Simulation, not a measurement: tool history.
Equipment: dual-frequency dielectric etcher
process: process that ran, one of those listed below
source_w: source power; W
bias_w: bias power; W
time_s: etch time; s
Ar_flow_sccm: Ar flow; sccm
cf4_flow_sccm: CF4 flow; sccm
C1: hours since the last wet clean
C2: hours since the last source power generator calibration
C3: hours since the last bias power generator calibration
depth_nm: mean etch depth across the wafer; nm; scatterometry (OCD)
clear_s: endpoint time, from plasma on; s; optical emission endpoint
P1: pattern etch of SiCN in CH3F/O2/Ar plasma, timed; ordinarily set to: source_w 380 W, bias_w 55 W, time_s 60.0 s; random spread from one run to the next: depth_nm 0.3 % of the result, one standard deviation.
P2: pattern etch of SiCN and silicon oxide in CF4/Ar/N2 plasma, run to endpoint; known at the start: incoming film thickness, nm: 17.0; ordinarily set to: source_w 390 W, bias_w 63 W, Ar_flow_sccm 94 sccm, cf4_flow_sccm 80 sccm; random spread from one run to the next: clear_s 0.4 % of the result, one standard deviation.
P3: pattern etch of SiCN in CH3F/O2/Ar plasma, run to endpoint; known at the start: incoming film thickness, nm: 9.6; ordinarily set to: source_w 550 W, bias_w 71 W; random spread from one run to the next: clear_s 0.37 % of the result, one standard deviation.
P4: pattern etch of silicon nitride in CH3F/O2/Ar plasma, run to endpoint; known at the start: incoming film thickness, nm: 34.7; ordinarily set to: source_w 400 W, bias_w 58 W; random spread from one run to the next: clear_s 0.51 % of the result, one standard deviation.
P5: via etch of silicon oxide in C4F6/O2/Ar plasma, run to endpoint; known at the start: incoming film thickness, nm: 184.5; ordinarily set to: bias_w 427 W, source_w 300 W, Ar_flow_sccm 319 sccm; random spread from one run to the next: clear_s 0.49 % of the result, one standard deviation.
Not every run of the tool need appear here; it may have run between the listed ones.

Run 1, hour 13.0: process P1, source_w 380 W, bias_w 55 W, time_s 60.0 s; C1 285.4; C2 926.5; C3 641.8. Result: depth_nm 19.773 nm.
Run 2, hour 22.0: process P1, source_w 380 W, bias_w 55 W, time_s 60.0 s; C1 294.4; C2 935.5; C3 650.8. Result: depth_nm 19.920 nm.
Run 3, hour 35.6: process P5, source_w 300 W, bias_w 427 W, Ar_flow_sccm 319 sccm; C1 308.0; C2 949.1; C3 664.4. Result: clear_s 49.085 s.
Run 4, hour 43.0: process P3, source_w 550 W, bias_w 71 W; C1 315.4; C2 956.5; C3 671.8. Result: clear_s 22.753 s.
Run 5, hour 54.0: process P1, source_w 490 W, bias_w 55 W, time_s 60.0 s; C1 326.4; C2 967.5; C3 682.8. Result: depth_nm 21.858 nm.
Run 6, hour 69.4: process P1, source_w 530 W, bias_w 37 W, time_s 60.0 s; C1 341.8; C2 982.9; C3 698.2. Result: depth_nm 20.061 nm.
Run 7, hour 82.6: process P5, source_w 300 W, bias_w 427 W, Ar_flow_sccm 253 sccm; C1 355.0; C2 996.1; C3 711.4. Result: clear_s 47.844 s.
Run 8, hour 92.9: process P2, source_w 390 W, bias_w 63 W, Ar_flow_sccm 94 sccm, cf4_flow_sccm 60 sccm; C1 365.3; C2 1006.4; C3 721.7. Result: clear_s 23.554 s.
Run 9, hour 108.0: process P3, source_w 550 W, bias_w 71 W; C1 380.4; C2 1021.5; C3 736.8. Result: clear_s 22.664 s.
Run 10, hour 115.4: process P3, source_w 660 W, bias_w 71 W; C1 387.8; C2 1028.9; C3 744.2. Result: clear_s 21.301 s.
Run 11, hour 127.2: process P1, source_w 380 W, bias_w 74 W, time_s 60.0 s; C1 399.6; C2 1040.7; C3 756.0. Result: depth_nm 22.110 nm.
Run 12, hour 141.9: process P1, source_w 440 W, bias_w 65 W, time_s 60.0 s; C1 414.3; C2 1055.4; C3 770.7. Result: depth_nm 22.178 nm.
Run 13, hour 151.7: process P2, source_w 390 W, bias_w 63 W, Ar_flow_sccm 94 sccm, cf4_flow_sccm 80 sccm; C1 424.1; C2 1065.2; C3 780.5. Result: clear_s 22.499 s.
Run 14, hour 166.1: process P1, source_w 260 W, bias_w 55 W, time_s 60.0 s; C1 438.5; C2 1079.6; C3 794.9. Result: depth_nm 17.225 nm.
Run 15, hour 175.0: process P4, source_w 400 W, bias_w 58 W; C1 447.4; C2 1088.5; C3 803.8. Result: clear_s 53.129 s.
Run 16, hour 182.3: process P1, source_w 380 W, bias_w 55 W, time_s 41.0 s; C1 454.7; C2 1095.8; C3 811.1. Result: depth_nm 13.623 nm.
Run 17, hour 190.3: process P1, source_w 380 W, bias_w 55 W, time_s 60.0 s; C1 462.7; C2 1103.8; C3 819.1. Result: depth_nm 19.895 nm.
Run 18, hour 204.6: process P4, source_w 270 W, bias_w 58 W; C1 477.0; C2 1118.1; C3 833.4. Result: clear_s 61.306 s.
Run 19, hour 218.3: process P2, source_w 390 W, bias_w 63 W, Ar_flow_sccm 72 sccm, cf4_flow_sccm 80 sccm; C1 490.7; C2 1131.8; C3 847.1. Result: clear_s 21.679 s.
Run 20, hour 231.6: process P2, source_w 390 W, bias_w 84 W, Ar_flow_sccm 94 sccm, cf4_flow_sccm 80 sccm; C1 504.0; C2 1145.1; C3 860.4. Result: clear_s 20.526 s.
Run 21, hour 243.2: process P5, source_w 300 W, bias_w 291 W, Ar_flow_sccm 319 sccm; C1 515.6; C2 1156.7; C3 872.0. Result: clear_s 55.959 s.
Run 22, hour 255.4: process P2, source_w 260 W, bias_w 63 W, Ar_flow_sccm 94 sccm, cf4_flow_sccm 80 sccm; C1 527.8; C2 1168.9; C3 884.2. Result: clear_s 32.125 s.
Run 23, hour 263.8: process P5, source_w 300 W, bias_w 427 W, Ar_flow_sccm 319 sccm; C1 536.2; C2 1177.3; C3 892.6. Result: clear_s 48.947 s.
Run 24, hour 273.4: process P2, source_w 390 W, bias_w 63 W, Ar_flow_sccm 94 sccm, cf4_flow_sccm 80 sccm; C1 545.8; C2 1186.9; C3 902.2. Result: clear_s 22.437 s.
Run 25, hour 285.0: process P1, source_w 380 W, bias_w 55 W, time_s 60.0 s; C1 557.4; C2 1198.5; C3 913.8. Result: depth_nm 19.760 nm.
Run 26, hour 296.3: process P1, source_w 380 W, bias_w 55 W, time_s 60.0 s; C1 568.7; C2 1209.8; C3 925.1. Result: depth_nm 19.865 nm.
Run 27, hour 307.1: process P4, source_w 400 W, bias_w 73 W; C1 579.5; C2 1220.6; C3 935.9. Result: clear_s 48.958 s.
Run 28, hour 317.5: process P5, source_w 170 W, bias_w 427 W, Ar_flow_sccm 319 sccm; C1 589.9; C2 1231.0; C3 946.3. Result: clear_s 59.771 s.
Run 29, hour 330.9: process P1, source_w 380 W, bias_w 39 W, time_s 60.0 s; C1 603.3; C2 1244.4; C3 959.7. Result: depth_nm 17.813 nm.
Run 30, hour 340.7: process P3, source_w 550 W, bias_w 50 W; C1 613.1; C2 1254.2; C3 969.5. Result: clear_s 25.399 s.
Run 31, hour 352.2: process P1, source_w 380 W, bias_w 55 W, time_s 75.5 s; C1 624.6; C2 1265.7; C3 981.0. Result: depth_nm 24.908 nm.
Run 32, hour 361.6: process P1, source_w 380 W, bias_w 55 W, time_s 60.0 s; C1 634.0; C2 1275.1; C3 990.4. Result: depth_nm 19.786 nm.
Run 33, hour 376.4: process P1, source_w 380 W, bias_w 55 W, time_s 60.0 s; C1 648.8; C2 1289.9; C3 1005.2. Result: depth_nm 19.922 nm.
Run 34, hour 388.4: process P1, source_w 380 W, bias_w 55 W, time_s 60.0 s; C1 660.8; C2 1301.9; C3 1017.2. Result: depth_nm 20.076 nm.
Run 35, hour 402.3: process P1, source_w 380 W, bias_w 55 W, time_s 60.0 s; C1 674.7; C2 1315.8; C3 1031.1. Result: depth_nm 20.062 nm.
At hour 414.2: wet clean of the chamber.
Run 36, hour 417.9: process P1, source_w 380 W, bias_w 55 W, time_s 60.0 s; C1 3.8; C2 1331.4; C3 1046.7. Result: depth_nm 20.161 nm.
Run 37, hour 428.3: process P1, source_w 380 W, bias_w 55 W, time_s 60.0 s; C1 14.2; C2 1341.8; C3 1057.1. Result: depth_nm 20.310 nm.

The next listed run, before its measurement:
Run 38, hour 439.5: process P1, source_w 380 W, bias_w 55 W, time_s 60.0 s; C1 25.4; C2 1353.0; C3 1068.3. Result: depth_nm ?.

{"run 38": {"depth_nm": 20.155}}
